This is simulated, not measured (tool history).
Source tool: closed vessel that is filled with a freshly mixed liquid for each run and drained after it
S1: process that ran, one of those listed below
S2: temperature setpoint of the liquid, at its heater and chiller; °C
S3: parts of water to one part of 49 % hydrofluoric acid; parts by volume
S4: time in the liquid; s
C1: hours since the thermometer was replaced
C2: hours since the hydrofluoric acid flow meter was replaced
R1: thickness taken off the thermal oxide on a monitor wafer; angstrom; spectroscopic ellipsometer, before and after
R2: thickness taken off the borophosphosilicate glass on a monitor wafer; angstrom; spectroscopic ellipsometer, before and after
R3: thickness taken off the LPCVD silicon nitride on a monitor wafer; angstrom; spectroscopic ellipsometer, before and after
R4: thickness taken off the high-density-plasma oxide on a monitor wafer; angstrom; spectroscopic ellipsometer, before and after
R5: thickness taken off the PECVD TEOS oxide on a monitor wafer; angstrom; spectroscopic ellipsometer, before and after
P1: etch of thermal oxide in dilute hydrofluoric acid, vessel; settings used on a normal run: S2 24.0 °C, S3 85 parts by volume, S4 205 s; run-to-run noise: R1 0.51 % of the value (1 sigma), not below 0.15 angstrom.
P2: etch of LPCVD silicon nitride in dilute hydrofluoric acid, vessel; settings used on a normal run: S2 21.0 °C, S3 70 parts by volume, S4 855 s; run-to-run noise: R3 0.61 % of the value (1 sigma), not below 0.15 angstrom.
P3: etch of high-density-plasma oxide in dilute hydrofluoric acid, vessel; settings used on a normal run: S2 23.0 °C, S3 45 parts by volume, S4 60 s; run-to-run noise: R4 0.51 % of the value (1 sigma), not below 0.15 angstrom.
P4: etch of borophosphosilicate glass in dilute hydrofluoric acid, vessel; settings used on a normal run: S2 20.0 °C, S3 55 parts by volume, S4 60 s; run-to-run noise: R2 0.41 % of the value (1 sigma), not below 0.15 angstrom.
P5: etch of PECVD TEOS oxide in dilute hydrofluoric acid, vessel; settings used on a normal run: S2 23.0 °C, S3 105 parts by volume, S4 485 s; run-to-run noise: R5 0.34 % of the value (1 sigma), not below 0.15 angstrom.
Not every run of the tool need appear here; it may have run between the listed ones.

run,hour,S1,S2,S3,S4,C1,C2,R1,R2,R3,R4,R5
1,11.8,P1,24.0,85,205,577.1,368.5,111.980,,,,
2,23.3,P4,20.0,55,30,588.6,380.0,,157.22,,,
3,34.0,P2,21.0,35,855,599.3,390.7,,,105.100,,
4,47.4,P3,23.0,45,105,612.7,404.1,,,,164.760,
5,61.7,P1,17.0,85,205,627.0,418.4,84.107,,,,
6,71.1,P3,23.0,45,60,636.4,427.8,,,,94.097,
7,83.3,P1,24.0,85,365,648.6,440.0,198.290,,,,
8,95.8,P4,20.0,55,60,661.1,452.5,,314.42,,,
9,110.9,P1,24.0,85,205,676.2,467.6,112.140,,,,
10,127.0,P3,17.0,45,60,692.3,483.7,,,,73.419,
11,135.0,P1,24.0,85,205,700.3,491.7,112.550,,,,
12,143.7,P1,29.5,85,115,709.0,500.4,77.897,,,,
13,155.6,P1,24.0,85,30,720.9,512.3,16.330,,,,
14,169.5,P1,30.0,125,205,734.8,526.2,90.828,,,,
15,180.5,P2,25.5,70,855,745.8,537.2,,,73.027,,
16,196.2,P1,24.0,85,205,761.5,552.9,112.030,,,,
17,206.5,P4,20.0,85,60,771.8,563.2,,196.41,,,
# hour 209.7: hydrofluoric acid flow meter replaced
18,216.7,P1,24.0,35,205,782.0,7.0,288.950,,,,
19,223.9,P1,24.0,85,205,789.2,14.2,113.120,,,,
20,234.0,P1,29.5,85,205,799.3,24.3,139.030,,,,
21,245.2,P3,23.0,20,60,810.5,35.5,,,,218.690,
22,260.3,P5,23.0,25,485,825.6,50.6,,,,,1974.80
23,274.2,P1,24.0,85,205,839.5,64.5,110.570,,,,
24,284.5,P5,23.0,105,215,849.8,74.8,,,,,187.72
25,298.8,P2,21.0,70,855,864.1,89.1,,,53.721,,
26,315.2,P1,24.0,125,205,880.5,105.5,71.994,,,,
27,330.1,P3,23.0,45,60,895.4,120.4,,,,95.049,
28,338.1,P1,19.5,85,30,903.4,128.4,13.670,,,,
29,348.9,P5,18.0,105,485,914.2,139.2,,,,,349.67
30,362.1,P4,24.0,55,60,927.4,152.4,,373.01,,,
31,376.9,P5,23.0,105,485,942.2,167.2,,,,,425.13
32,393.3,P2,21.0,70,1605,958.6,183.6,,,100.400,,
33,404.4,P1,24.0,85,205,969.7,194.7,113.040,,,,
34,411.9,P1,24.0,85,205,977.2,202.2,109.380,,,,
35,424.9,P1,24.0,85,205,990.2,215.2,106.040,,,,
36,441.1,P1,24.0,85,205,1006.4,231.4,102.870,,,,
37,456.5,P1,24.0,85,205,1021.8,246.8,102.920,,,,
38,468.5,P1,24.0,85,205,1033.8,258.8,103.570,,,,
39,483.9,P1,24.0,85,205,1049.2,274.2,104.570,,,,

Something has made what P1 gives creep away from where it was; the 2 causes below, each at its own stated size, fit the log equally well:
A: liquid colder than its thermometer reads (K) = 2
B: hydrofluoric acid flow below the setpoint (%) = 6.99
At approximately hour 404.4, the process output began to creep.

4 check runs are offered, one wafer each, their results left as question marks. Which one tells the causes apart?
check 1,499.3,P4,20.0,55,60,,,,?,,,
check 2,499.3,P3,23.0,45,60,,,,,,?,
check 3,499.3,P2,21.0,70,855,,,,,?,,
check 4,499.3,P5,23.0,105,485,,,,,,,?

If the cause were each of the candidates in turn, the checks would give the following:
check,result,if A,if B
check 1,R2,289.17,291.49
check 2,R4,86.726,87.346
check 3,R3,46.661,49.893
check 4,R5,391.63,391.09
Separation of the two closest causes in each check, using whichever result separates them best: check 1 0.8 %; check 2 0.71 %; check 3 6.7 %; check 4 0.14 %
The other checks would show nearly matching results whichever cause is true, so check 3 is the only one that separates the causes.

The results of check 3 are: R3 50.011 angstrom. Based on these, which of the listed causes is it?

The cause is B: hydrofluoric acid flow below the setpoint (%).
